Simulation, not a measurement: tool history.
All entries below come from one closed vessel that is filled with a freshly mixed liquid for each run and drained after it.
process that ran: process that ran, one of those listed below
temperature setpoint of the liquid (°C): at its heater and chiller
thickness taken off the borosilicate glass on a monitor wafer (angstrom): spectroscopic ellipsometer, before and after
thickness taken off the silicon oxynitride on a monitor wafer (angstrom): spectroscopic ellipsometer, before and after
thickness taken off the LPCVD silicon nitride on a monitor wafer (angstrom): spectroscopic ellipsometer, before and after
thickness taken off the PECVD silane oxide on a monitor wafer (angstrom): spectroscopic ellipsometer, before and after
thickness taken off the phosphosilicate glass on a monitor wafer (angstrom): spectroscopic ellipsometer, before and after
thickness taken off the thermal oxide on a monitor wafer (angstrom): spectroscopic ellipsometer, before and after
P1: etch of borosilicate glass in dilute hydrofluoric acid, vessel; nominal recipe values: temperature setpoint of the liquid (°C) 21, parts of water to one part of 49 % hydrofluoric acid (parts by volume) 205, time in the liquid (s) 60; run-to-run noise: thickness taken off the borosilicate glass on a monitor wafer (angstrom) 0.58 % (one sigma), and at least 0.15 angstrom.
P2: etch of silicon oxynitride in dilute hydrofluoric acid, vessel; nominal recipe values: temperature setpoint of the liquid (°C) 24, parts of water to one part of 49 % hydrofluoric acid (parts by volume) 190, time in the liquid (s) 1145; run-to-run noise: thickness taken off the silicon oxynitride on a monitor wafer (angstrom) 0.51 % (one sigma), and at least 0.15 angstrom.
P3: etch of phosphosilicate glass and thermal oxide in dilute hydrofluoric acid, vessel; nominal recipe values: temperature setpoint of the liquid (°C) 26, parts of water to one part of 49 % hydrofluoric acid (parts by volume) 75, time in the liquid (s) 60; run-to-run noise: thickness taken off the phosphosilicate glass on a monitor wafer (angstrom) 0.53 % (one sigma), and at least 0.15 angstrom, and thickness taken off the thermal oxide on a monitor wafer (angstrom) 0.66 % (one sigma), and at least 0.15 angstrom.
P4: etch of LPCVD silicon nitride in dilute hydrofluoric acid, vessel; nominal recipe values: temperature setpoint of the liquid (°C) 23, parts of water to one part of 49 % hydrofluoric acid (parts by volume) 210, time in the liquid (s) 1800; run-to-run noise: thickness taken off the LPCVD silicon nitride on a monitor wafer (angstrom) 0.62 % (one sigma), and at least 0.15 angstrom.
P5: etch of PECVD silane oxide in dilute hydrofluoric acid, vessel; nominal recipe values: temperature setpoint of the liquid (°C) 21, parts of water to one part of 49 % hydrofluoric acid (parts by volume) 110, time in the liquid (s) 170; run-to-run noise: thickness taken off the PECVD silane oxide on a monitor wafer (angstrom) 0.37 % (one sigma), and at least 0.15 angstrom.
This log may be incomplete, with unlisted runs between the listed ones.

run	hour	process that ran	temperature setpoint of the liquid (°C)	parts of water to one part of 49 % hydrofluoric acid (parts by volume)	time in the liquid (s)	hours since the thermometer was replaced	hours since the hydrofluoric acid flow meter was replaced	thickness taken off the borosilicate glass on a monitor wafer (angstrom)	thickness taken off the silicon oxynitride on a monitor wafer (angstrom)	thickness taken off the LPCVD silicon nitride on a monitor wafer (angstrom)	thickness taken off the PECVD silane oxide on a monitor wafer (angstrom)	thickness taken off the phosphosilicate glass on a monitor wafer (angstrom)	thickness taken off the thermal oxide on a monitor wafer (angstrom)
1	7	P1	21	205	60	689.5	621.6	75.073					
2	13.5	P2	24	190	1145	696	628.1		119.76				
3	20.1	P1	17	60	60	702.6	634.7	253.14					
4	26.8	P4	23	210	1800	709.3	641.4			39.558			
5	31.8	P2	24	60	1145	714.3	646.4		422.04				
6	36.9	P2	32	190	1145	719.4	651.5		168.92				
7	43.8	P5	17	110	170	726.3	658.4				427.32		
8	47.4	P3	26	75	60	729.9	662					603.36	42.597
9	51.1	P3	18.5	75	60	733.6	665.7					446.18	30.983
10	56.7	P1	27.5	205	60	739.2	671.3	95.957					
11	63.4	P2	24	190	520	745.9	678		54.443				
12	70.9	P1	21	205	100	753.4	685.5	125.7					
13	74.9	P5	21	110	170	757.4	689.5				504.73		
14	81.3	P4	17	210	1800	763.8	695.9			26.612			
15	86.7	P5	21	110	170	769.2	701.3				507.97		
16	92.4	P3	26	75	60	774.9	707					604.17	42.167
17	98.5	P1	21	205	60	781	713.1	75.158					
18	105.6	P1	21	35	60	788.1	720.2	526.65					
19	109.9	P1	17	205	60	792.4	724.5	63.618					
20	115.5	P3	26	75	110	798	730.1					1108.4	77.144
21	122.5	P1	21	325	60	805	737.1	42.752					
22	129.8	P4	23	210	1800	812.3	744.4			39.903			
23	136.4	P4	23	210	30	818.9	751			0.77386			
24	143.9	P1	21	205	60	826.4	758.5	75.03					
25	150.3	P4	23	35	1800	832.8	764.9			229.69			
26	157.4	P3	26	20	60	839.9	772					2439.2	171.04
27	161.1	P1	21	205	30	843.6	775.7	37.484					
28	167	P1	21	205	60	849.5	781.6	73.801					
29	171.7	P5	21	110	30	854.2	786.3				89.407		
30	177.2	P5	21	200	170	859.7	791.8				252.09		
31	182.2	P1	21	205	60	864.7	796.8	74.689					
32	186.4	P1	21	205	60	868.9	801	76.139					
33	190.8	P1	21	205	60	873.3	805.4	77.373					
34	197.7	P1	21	205	60	880.2	812.3	79.18					
35	204.2	P1	21	205	60	886.7	818.8	81.015					
36	210	P1	21	205	60	892.5	824.6	80.402					
37	214.2	P1	21	205	60	896.7	828.8	79.805					
38	218.2	P1	21	205	60	900.7	832.8	80.402					

Predict the results of run 39:
39	225.2	P1	21	205	60	907.7	839.8	?					

Run 39 produced thickness taken off the borosilicate glass on a monitor wafer (angstrom) 81.596.
